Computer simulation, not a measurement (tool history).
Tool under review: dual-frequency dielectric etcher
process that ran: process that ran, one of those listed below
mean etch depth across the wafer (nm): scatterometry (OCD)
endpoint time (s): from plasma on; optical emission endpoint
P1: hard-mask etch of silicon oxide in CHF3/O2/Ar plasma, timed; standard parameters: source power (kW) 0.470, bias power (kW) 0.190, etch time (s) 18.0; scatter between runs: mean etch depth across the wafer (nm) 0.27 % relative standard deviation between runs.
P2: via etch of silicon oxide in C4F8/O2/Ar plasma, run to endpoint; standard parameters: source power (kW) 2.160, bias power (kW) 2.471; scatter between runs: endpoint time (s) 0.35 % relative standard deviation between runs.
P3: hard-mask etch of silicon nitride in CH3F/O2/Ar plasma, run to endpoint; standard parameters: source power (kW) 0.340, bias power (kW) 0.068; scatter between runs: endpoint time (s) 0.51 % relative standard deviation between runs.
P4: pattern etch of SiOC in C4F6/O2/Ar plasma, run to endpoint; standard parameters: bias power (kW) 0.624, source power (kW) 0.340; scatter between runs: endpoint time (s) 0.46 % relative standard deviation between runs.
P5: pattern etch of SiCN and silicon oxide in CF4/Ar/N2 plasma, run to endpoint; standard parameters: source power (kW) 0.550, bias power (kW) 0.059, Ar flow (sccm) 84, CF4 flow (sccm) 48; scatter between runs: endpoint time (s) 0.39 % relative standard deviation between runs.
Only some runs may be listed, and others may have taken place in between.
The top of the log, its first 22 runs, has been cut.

run   hour  process that ran  source power (kW)  bias power (kW)  etch time (s)  Ar flow (sccm)  CF4 flow (sccm)  mean etch depth across the wafer (nm)  endpoint time (s)
 23  304.3                P3              0.230            0.068                                                                                                    96.345
 24  312.3                P5              0.550            0.044                             84               48                                                    18.993
 25  326.2                P5              0.550            0.059                             84               48                                                    17.320
 26  339.4                P3              0.340            0.056                                                                                                    89.158
 27  353.0                P1              0.370            0.228           18.0                                                                  31.600
 28  367.1                P1              0.470            0.190           10.5                                                                  18.881
 29  380.0                P1              0.470            0.257           18.0                                                                  36.008
 30  392.9                P3              0.340            0.068                                                                                                    83.270
 31  404.7                P4              0.340            0.766                                                                                                    10.741
 32  416.1                P2              2.160            2.471                                                                                                   292.690
 33  432.2                P1              0.470            0.190           18.0                                                                  32.475
 34  440.6                P1              0.470            0.190           18.0                                                                  32.357
 35  450.5                P1              0.470            0.190           18.0                                                                  32.125
 36  465.6                P1              0.470            0.190           18.0                                                                  32.051
 37  476.9                P1              0.470            0.190           18.0                                                                  31.906

What does the tool deliver on the next run?
     477.8  -- wet clean of the chamber
 38  487.2                P1              0.470            0.190           18.0                                                                       ?

Run 38 measured mean etch depth across the wafer (nm) 31.898.
